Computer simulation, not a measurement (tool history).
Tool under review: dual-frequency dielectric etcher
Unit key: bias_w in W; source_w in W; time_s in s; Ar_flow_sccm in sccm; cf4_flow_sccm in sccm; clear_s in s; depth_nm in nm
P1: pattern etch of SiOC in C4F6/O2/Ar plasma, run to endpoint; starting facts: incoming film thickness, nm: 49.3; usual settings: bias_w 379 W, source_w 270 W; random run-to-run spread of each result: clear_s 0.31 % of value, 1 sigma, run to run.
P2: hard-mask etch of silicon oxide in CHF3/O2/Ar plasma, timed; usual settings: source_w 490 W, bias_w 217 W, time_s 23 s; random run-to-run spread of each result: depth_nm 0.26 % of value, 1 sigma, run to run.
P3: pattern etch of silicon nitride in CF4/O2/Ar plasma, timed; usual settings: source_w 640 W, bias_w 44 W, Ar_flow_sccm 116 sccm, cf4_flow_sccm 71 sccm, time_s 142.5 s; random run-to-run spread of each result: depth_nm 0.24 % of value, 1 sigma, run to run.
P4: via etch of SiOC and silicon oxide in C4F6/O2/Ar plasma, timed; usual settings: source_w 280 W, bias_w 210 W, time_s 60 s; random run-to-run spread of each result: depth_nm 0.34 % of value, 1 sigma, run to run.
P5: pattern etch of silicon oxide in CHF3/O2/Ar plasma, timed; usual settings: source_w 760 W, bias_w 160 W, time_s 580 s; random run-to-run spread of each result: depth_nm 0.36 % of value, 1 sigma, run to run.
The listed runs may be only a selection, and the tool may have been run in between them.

run,hour,process,bias_w,source_w,time_s,Ar_flow_sccm,cf4_flow_sccm,hours since the last wet clean,hours since the last bias power generator calibration,hours since the last source power generator calibration,clear_s,depth_nm
1,7.2,P1,379,270,,,,61.8,959.5,1252.5,21.293,
2,16.9,P1,306,270,,,,71.5,969.2,1262.2,23.029,
3,26,P2,305,490,23,,,80.6,978.3,1271.3,,50.783
4,37.4,P1,379,270,,,,92,989.7,1282.7,21.246,
5,44.3,P1,379,270,,,,98.9,996.6,1289.6,21.384,
# hour 50.5: bias power generator calibrated
6,51.6,P3,60,640,142.5,116,71,106.2,1.2,1296.9,,333.11
7,57.9,P3,44,640,142.5,67,71,112.5,7.5,1303.2,,317.51
8,67.3,P1,246,350,,,,121.9,16.9,1312.6,22.47,
9,78.4,P5,160,760,580,,,133,28,1323.7,,1185.2
10,90.3,P5,160,760,841.5,,,144.9,39.9,1335.6,,1730.6
11,101.7,P4,210,280,60,,,156.3,51.3,1347,,63.037
12,113.3,P4,210,280,88,,,167.9,62.9,1358.6,,93.47
13,124.9,P2,217,490,23,,,179.5,74.5,1370.2,,44.916
14,136.3,P2,217,490,29.5,,,190.9,85.9,1381.6,,57.61
15,143.1,P3,44,640,142.5,116,71,197.7,92.7,1388.4,,295.18
16,156.6,P1,476,380,,,,211.2,106.2,1401.9,17.252,
17,163.9,P5,218,760,580,,,218.5,113.5,1409.2,,1320.2
18,175,P5,160,1000,580,,,229.6,124.6,1420.3,,1313.7
19,187.1,P5,160,760,580,,,241.7,136.7,1432.4,,1186.5
20,194.7,P3,44,640,78.5,116,71,249.3,144.3,1440,,161.91
21,203.5,P3,44,640,142.5,116,71,258.1,153.1,1448.8,,295.18
22,216.5,P4,259,280,60,,,271.1,166.1,1461.8,,67.808
23,225.4,P2,217,390,23,,,280,175,1470.7,,41.314
24,233.6,P1,379,270,,,,288.2,183.2,1478.9,21.323,
25,245.3,P1,379,270,,,,299.9,194.9,1490.6,21.261,
26,257.9,P3,44,810,142.5,116,71,312.5,207.5,1503.2,,360.89
27,266.8,P1,473,270,,,,321.4,216.4,1512.1,19.603,
28,273.6,P3,44,640,142.5,116,57,328.2,223.2,1518.9,,284.91
29,279.9,P1,379,320,,,,334.5,229.5,1525.2,19.966,
# hour 282.4: source power generator calibrated
30,285.7,P1,313,220,,,,340.3,235.3,3.3,24.517,
31,294.1,P4,210,170,60,,,348.7,243.7,11.7,,52.506
32,305.1,P1,379,170,,,,359.7,254.7,22.7,25.328,
33,314,P1,379,270,,,,368.6,263.6,31.6,21.359,
34,324.1,P1,379,270,,,,378.7,273.7,41.7,21.345,
35,334,P1,379,270,,,,388.6,283.6,51.6,21.365,
36,347.3,P1,379,270,,,,401.9,296.9,64.9,21.48,
37,359.4,P1,379,270,,,,414,309,77,21.51,
38,366,P1,379,270,,,,420.6,315.6,83.6,21.512,
39,376.4,P1,379,270,,,,431,326,94,21.513,
40,384.9,P1,379,270,,,,439.5,334.5,102.5,21.589,
# hour 396.9: wet clean of the chamber
41,397.4,P1,379,270,,,,0.6,347,115,21.542,
42,407.3,P1,379,270,,,,10.5,356.9,124.9,21.589,
43,419.1,P1,379,270,,,,22.3,368.7,136.7,21.592,
44,425.9,P1,379,270,,,,29.1,375.5,143.5,21.649,
45,436.8,P1,379,270,,,,40,386.4,154.4,21.573,

Compared with where it was, what P1 gives has crept away. Each cause listed below fits the log as well as the rest, at the size given for it:
A: bias power that arrives under what is set, % = 4.35
B: source power that arrives under what is set, % = 4.27
The gradual shift began around hour 324.1.
Excluded causes, each with its reason:
chamber walls in a state that lowers the etch rate, %: serviced at hour 396.9, after the change had begun; the process did not return to its earlier output

Listed below are the offered check runs, one wafer per run, with question marks in place of results. For which of them would the causes give clearly different outcomes?
check 1,447.7,P4,256,180,60,,,,,,,?
check 2,447.7,P5,160,920,580,,,,,,,?
check 3,447.7,P3,44,640,104,76,71,,,,,?
check 4,447.7,P2,217,400,23,,,,,,,?

Expected result of each check under each candidate cause:
check,result,if A,if B
check 1,depth_nm,56.504,56.487
check 2,depth_nm,1261.4,1257.7
check 3,depth_nm,224.67,219.73
check 4,depth_nm,40.933,40.911
Minimum pairwise separation of causes per check, each pair taken at its best-separating result: check 1 0.03 %; check 2 0.29 %; check 3 2.23 %; check 4 0.05 %
Of the check runs offered, only check 3 discriminates between the causes; the rest would read about the same regardless of which cause applies.

Then check 3 was run and gave: depth_nm 225.49 nm. Which cause is it?

A is the cause: bias power that arrives under what is set, %.
